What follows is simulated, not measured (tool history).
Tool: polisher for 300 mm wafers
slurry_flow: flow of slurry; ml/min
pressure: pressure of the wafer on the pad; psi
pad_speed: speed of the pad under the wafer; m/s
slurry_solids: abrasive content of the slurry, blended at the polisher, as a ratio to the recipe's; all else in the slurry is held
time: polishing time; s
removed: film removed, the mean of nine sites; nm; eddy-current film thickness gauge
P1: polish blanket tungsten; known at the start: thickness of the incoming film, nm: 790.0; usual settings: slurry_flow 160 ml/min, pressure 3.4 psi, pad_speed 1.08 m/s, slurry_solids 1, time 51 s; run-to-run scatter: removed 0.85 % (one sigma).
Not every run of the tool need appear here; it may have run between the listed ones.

run	hour	slurry_flow	pressure	pad_speed	slurry_solids	time	wafers polished on this pad	hours since the slurry nozzle was cleaned	hours since the head pressure was calibrated	hours since the slurry blender was calibrated	hours since the slurry got fresh peroxide	removed
1	10.1	160	3.4	1.08	1	51	734	578	360.2	44.8	26.2	266.25
2	22.4	160	4.3	1.08	0.55	51	866	590.3	372.5	57.1	38.5	292.34
3	37.4	160	3.4	1.08	1	26	1027	605.3	387.5	72.1	53.5	138.01
4	54.6	160	3.4	1.08	1	80	1211	622.5	404.7	89.3	70.7	421.81
5	72.4	160	3.4	1.08	1	51	1402	640.3	422.5	107.1	88.5	266.08
6	89.5	160	3.4	1.08	1	51	1585	657.4	439.6	124.2	105.6	263.25
7	97.4	160	1.6	1.08	1	51	1670	665.3	447.5	132.1	113.5	125.34
8	113.4	160	3.4	1.08	1.3	51	1841	681.3	463.5	148.1	129.5	284.27
9	127.8	210	3.4	1.08	1	51	1996	695.7	477.9	162.5	143.9	279.54
10	136.5	160	3.4	1.08	1	51	2089	704.4	486.6	171.2	152.6	270.14
# hour 140.3: slurry tank refilled with fresh slurry and peroxide
11	151.9	160	3.4	1.08	1	51	2254	719.8	502	186.6	11.7	266.57
# hour 152.7: slurry nozzle cleaned
12	165.1	160	3.4	1.66	1	51	2395	12.4	515.2	199.8	24.9	409.99
13	183	160	4.7	1.08	1.4	51	2587	30.3	533.1	217.7	42.8	401.46
14	196.4	160	3.4	1.08	1	51	2731	43.7	546.5	231.1	56.2	264.72
15	208.2	160	3.4	1.08	0.75	51	2857	55.5	558.3	242.9	68	249.13
16	218.2	160	2.6	1.08	1	33	2964	65.5	568.3	252.9	78	133.65
17	227.9	160	3.4	0.56	1	51	3068	75.2	578	262.6	87.7	138.11

Expected results for the next run?
# hour 232.3: worn pad replaced by a new one
18	240.6	160	5.1	1.08	1	51	89	87.9	590.7	275.3	100.4	?

{"run 18": {"removed": 403.13}}
